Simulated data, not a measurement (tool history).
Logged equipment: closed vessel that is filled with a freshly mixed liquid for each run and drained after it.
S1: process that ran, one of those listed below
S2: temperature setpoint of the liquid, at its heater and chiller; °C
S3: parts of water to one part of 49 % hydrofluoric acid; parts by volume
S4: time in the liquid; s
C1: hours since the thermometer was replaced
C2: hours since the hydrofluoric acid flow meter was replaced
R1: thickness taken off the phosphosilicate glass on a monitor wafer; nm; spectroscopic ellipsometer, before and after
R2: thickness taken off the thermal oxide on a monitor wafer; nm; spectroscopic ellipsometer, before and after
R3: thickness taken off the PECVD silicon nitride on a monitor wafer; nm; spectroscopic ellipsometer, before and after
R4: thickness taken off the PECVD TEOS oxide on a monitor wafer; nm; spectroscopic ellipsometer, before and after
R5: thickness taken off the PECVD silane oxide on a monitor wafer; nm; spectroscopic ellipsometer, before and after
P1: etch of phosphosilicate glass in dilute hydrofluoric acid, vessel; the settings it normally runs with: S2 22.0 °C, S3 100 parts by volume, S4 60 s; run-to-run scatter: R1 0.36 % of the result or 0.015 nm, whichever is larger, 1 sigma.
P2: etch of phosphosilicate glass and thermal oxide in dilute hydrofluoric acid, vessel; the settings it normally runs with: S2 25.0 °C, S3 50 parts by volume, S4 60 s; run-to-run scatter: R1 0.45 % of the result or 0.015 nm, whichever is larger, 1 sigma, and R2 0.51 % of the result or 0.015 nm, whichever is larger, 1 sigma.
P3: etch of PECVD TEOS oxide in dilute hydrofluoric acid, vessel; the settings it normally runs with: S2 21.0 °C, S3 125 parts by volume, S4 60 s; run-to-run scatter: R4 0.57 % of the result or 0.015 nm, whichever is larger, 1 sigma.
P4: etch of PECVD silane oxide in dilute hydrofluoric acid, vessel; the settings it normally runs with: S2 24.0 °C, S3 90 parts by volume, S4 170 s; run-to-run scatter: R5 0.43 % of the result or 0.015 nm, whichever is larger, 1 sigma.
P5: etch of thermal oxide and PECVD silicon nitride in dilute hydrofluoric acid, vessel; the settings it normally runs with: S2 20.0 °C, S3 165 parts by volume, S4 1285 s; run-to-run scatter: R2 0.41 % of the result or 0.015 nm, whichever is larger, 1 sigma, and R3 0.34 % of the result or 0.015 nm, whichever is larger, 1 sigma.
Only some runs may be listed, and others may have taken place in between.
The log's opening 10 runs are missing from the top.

run   hour  S1    S2   S3   S4     C1     C2       R1      R2  R3       R4       R5
 11  142.3  P2  25.0   50   60   78.1  452.8  215.170  6.2572
 12  154.2  P1  22.0  100   30   90.0  464.7   45.510
 13  172.0  P1  27.5  100  110  107.8  482.5  207.300
 14  184.2  P1  22.0  100   60  120.0  494.7   90.244
 15  199.8  P3  21.0  125   30  135.6  510.3                        5.9031
 16  213.0  P1  22.0  100   60  148.8  523.5   90.911
 17  226.7  P1  22.0  100   60  162.5  537.2   90.912
 18  243.2  P1  17.0   40   60  179.0  553.7  197.210
 19  260.4  P4  24.0   90  170  196.2  570.9                                 51.955
 20  278.5  P1  22.0  100  110  214.3  589.0  166.450
 21  288.0  P2  25.0   70   60  223.8  598.5  148.570  4.3910
 22  300.1  P3  29.0  125   60  235.9  610.6                       15.9010
 23  314.0  P4  24.0   90  325  249.8  624.5                                 99.126
 24  326.7  P3  21.0  185   60  262.5  637.2                        7.4582
 25  335.5  P2  30.5   50   60  271.3  646.0  266.730  7.8654
 26  350.1  P2  25.0   50   60  285.9  660.6  214.350  6.2809
 27  362.9  P1  17.0  100   60  298.7  673.4   74.017
 28  379.0  P1  22.0  145   60  314.8  689.5   59.361
 29  397.0  P4  24.0   40  170  332.8  707.5                                124.580
 30  413.0  P1  22.0   55   60  348.8  723.5  173.410

The next listed run, before its measurement:
 31  427.7  P4  29.5  90  170  363.5  738.2                   ?

R5: 64.209 nm
